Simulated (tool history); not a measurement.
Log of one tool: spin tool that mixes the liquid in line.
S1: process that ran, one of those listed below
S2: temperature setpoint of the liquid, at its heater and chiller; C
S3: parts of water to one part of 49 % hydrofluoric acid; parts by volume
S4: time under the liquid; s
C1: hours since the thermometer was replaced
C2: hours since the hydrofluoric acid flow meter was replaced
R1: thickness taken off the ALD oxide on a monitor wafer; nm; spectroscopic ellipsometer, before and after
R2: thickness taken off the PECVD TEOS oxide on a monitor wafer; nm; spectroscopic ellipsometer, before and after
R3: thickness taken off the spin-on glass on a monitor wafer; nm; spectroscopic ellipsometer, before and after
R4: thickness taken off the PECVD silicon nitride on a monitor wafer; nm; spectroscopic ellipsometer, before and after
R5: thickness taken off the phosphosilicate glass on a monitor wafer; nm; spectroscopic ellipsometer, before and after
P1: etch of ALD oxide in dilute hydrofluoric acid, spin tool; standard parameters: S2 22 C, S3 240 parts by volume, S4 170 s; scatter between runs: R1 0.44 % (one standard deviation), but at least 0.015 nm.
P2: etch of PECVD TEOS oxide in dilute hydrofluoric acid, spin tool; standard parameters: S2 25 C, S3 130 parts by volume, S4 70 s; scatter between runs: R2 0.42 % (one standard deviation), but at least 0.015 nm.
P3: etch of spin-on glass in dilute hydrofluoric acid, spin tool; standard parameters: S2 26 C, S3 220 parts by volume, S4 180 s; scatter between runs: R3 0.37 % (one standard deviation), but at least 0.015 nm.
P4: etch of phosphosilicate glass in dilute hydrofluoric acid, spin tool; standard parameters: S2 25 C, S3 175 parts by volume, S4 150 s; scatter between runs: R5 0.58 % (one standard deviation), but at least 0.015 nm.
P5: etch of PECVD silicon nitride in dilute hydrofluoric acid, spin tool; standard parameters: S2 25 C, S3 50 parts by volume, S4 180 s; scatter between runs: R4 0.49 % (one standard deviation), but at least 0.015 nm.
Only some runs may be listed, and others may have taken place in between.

| run | hour | S1 | S2 | S3 | S4 | C1 | C2 | R1 | R2 | R3 | R4 | R5 |
|---|---|---|---|---|---|---|---|---|---|---|---|---|
| 1 | 6.7 | P1 | 22 | 240 | 170 | 574.7 | 390.8 | 5.195 |  |  |  |  |
| 2 | 12.5 | P2 | 18 | 130 | 70 | 580.5 | 396.6 |  | 7.2595 |  |  |  |
| 3 | 20.9 | P3 | 26 | 220 | 180 | 588.9 | 405 |  |  | 29.09 |  |  |
| 4 | 27 | P1 | 22 | 240 | 170 | 595 | 411.1 | 5.237 |  |  |  |  |
| 5 | 33.3 | P3 | 26 | 220 | 360 | 601.3 | 417.4 |  |  | 58.106 |  |  |
| 6 | 39.2 | P1 | 22 | 340 | 170 | 607.2 | 423.3 | 3.3786 |  |  |  |  |
| 7 | 49.3 | P1 | 22 | 240 | 170 | 617.3 | 433.4 | 5.2045 |  |  |  |  |
| 8 | 59 | P5 | 25 | 50 | 180 | 627 | 443.1 |  |  |  | 6.4699 |  |
| 9 | 69.6 | P2 | 25 | 130 | 70 | 637.6 | 453.7 |  | 9.5978 |  |  |  |
| 10 | 80 | P4 | 25 | 175 | 150 | 648 | 464.1 |  |  |  |  | 52.258 |
| 11 | 91.4 | P1 | 17 | 240 | 80 | 659.4 | 475.5 | 2.0082 |  |  |  |  |
| 12 | 99.4 | P5 | 25 | 20 | 180 | 667.4 | 483.5 |  |  |  | 15.876 |  |
| 13 | 109.6 | P3 | 26 | 50 | 180 | 677.6 | 493.7 |  |  | 156.36 |  |  |
| 14 | 116.4 | P2 | 25 | 130 | 15 | 684.4 | 500.5 |  | 2.0778 |  |  |  |
| 15 | 123.2 | P1 | 22 | 140 | 170 | 691.2 | 507.3 | 9.9511 |  |  |  |  |
| 16 | 128.7 | P5 | 25 | 50 | 180 | 696.7 | 512.8 |  |  |  | 6.5131 |  |
| 17 | 138.9 | P4 | 30.5 | 175 | 150 | 706.9 | 523 |  |  |  |  | 63.411 |
| 18 | 149.1 | P1 | 26 | 240 | 50 | 717.1 | 533.2 | 1.8065 |  |  |  |  |
| 19 | 160.5 | P5 | 33.5 | 50 | 180 | 728.5 | 544.6 |  |  |  | 11.282 |  |
| 20 | 170.7 | P1 | 22 | 240 | 90 | 738.7 | 554.8 | 2.758 |  |  |  |  |
| 21 | 178.1 | P1 | 17 | 240 | 170 | 746.1 | 562.2 | 4.3461 |  |  |  |  |
| 22 | 184.7 | P1 | 22 | 140 | 300 | 752.7 | 568.8 | 17.667 |  |  |  |  |
| 23 | 192.5 | P2 | 25 | 30 | 70 | 760.5 | 576.6 |  | 47.679 |  |  |  |
| 24 | 197.8 | P3 | 33 | 220 | 180 | 765.8 | 581.9 |  |  | 36.762 |  |  |
| 25 | 203.8 | P1 | 26 | 240 | 170 | 771.8 | 587.9 | 6.0032 |  |  |  |  |
| 26 | 212.1 | P4 | 25 | 175 | 300 | 780.1 | 596.2 |  |  |  |  | 105.21 |
| 27 | 221.3 | P4 | 25 | 310 | 150 | 789.3 | 605.4 |  |  |  |  | 25.92 |
| 28 | 228.9 | P1 | 22 | 240 | 295 | 796.9 | 613 | 9.1189 |  |  |  |  |
| 29 | 234.2 | P5 | 25 | 50 | 335 | 802.2 | 618.3 |  |  |  | 12.07 |  |
| 30 | 244.9 | P1 | 22 | 240 | 170 | 812.9 | 629 | 5.2522 |  |  |  |  |
| 31 | 254.1 | P1 | 22 | 240 | 170 | 822.1 | 638.2 | 5.2046 |  |  |  |  |
| 32 | 265.6 | P1 | 22 | 240 | 170 | 833.6 | 649.7 | 5.2553 |  |  |  |  |
| 33 | 271.3 | P1 | 22 | 240 | 170 | 839.3 | 655.4 | 5.0889 |  |  |  |  |
| 34 | 276.3 | P1 | 22 | 240 | 170 | 844.3 | 660.4 | 5.0642 |  |  |  |  |
| 35 | 286.1 | P1 | 22 | 240 | 170 | 854.1 | 670.2 | 4.9569 |  |  |  |  |
| 36 | 293.6 | P1 | 22 | 240 | 170 | 861.6 | 677.7 | 4.9358 |  |  |  |  |
| 37 | 301.6 | P1 | 22 | 240 | 170 | 869.6 | 685.7 | 4.9187 |  |  |  |  |
| 38 | 310.9 | P1 | 22 | 240 | 170 | 878.9 | 695 | 4.8288 |  |  |  |  |
| 39 | 321.5 | P1 | 22 | 240 | 170 | 889.5 | 705.6 | 4.7826 |  |  |  |  |
| 40 | 332.5 | P1 | 22 | 240 | 170 | 900.5 | 716.6 | 4.8339 |  |  |  |  |
| 41 | 343.3 | P1 | 22 | 240 | 170 | 911.3 | 727.4 | 4.77 |  |  |  |  |
| 42 | 351.3 | P1 | 22 | 240 | 170 | 919.3 | 735.4 | 4.8519 |  |  |  |  |
| 43 | 359.6 | P1 | 22 | 240 | 170 | 927.6 | 743.7 | 4.7866 |  |  |  |  |

The output of P1 has drifted from where it used to be. Each of the 2 causes below, taken at the size shown beside it, accounts for the log equally well:
A: hydrofluoric acid flow below the setpoint (%) = 6.76
B: liquid colder than its thermometer reads (K) = 2.33
The gradual shift began around hour 265.6.

Below are 4 check runs, each on a single wafer, with their results shown as question marks. Which of them would tell the listed causes apart, meaning the causes would give clearly different results under it?
| check 1 | 367.9 | P5 | 29.5 | 50 | 180 |  |  |  |  |  | ? |  |
| check 2 | 367.9 | P4 | 29.5 | 175 | 150 |  |  |  |  |  |  | ? |
| check 3 | 367.9 | P3 | 29 | 220 | 355 |  |  |  |  | ? |  |  |
| check 4 | 367.9 | P2 | 18.5 | 130 | 20 |  |  |  | ? |  |  |  |

Check results expected under each cause:
| check | result | if A | if B |
|---|---|---|---|
| check 1 | R4 | 8.1366 | 7.4899 |
| check 2 | R5 | 56.6 | 56.723 |
| check 3 | R3 | 58.046 | 58.465 |
| check 4 | R2 | 1.9621 | 1.9298 |
Per check, the gap between the least separated pair of causes, taken in the result that splits them most: check 1 8.28 %; check 2 0.22 %; check 3 0.72 %; check 4 1.66 %
Of the check runs offered, only check 1 discriminates between the causes; the rest would read about the same regardless of which cause applies.

Check 1 has now been run. It gave: R4 7.4189 nm. Which of the candidate causes is it?

Of the candidate causes, it is B: liquid colder than its thermometer reads (K).
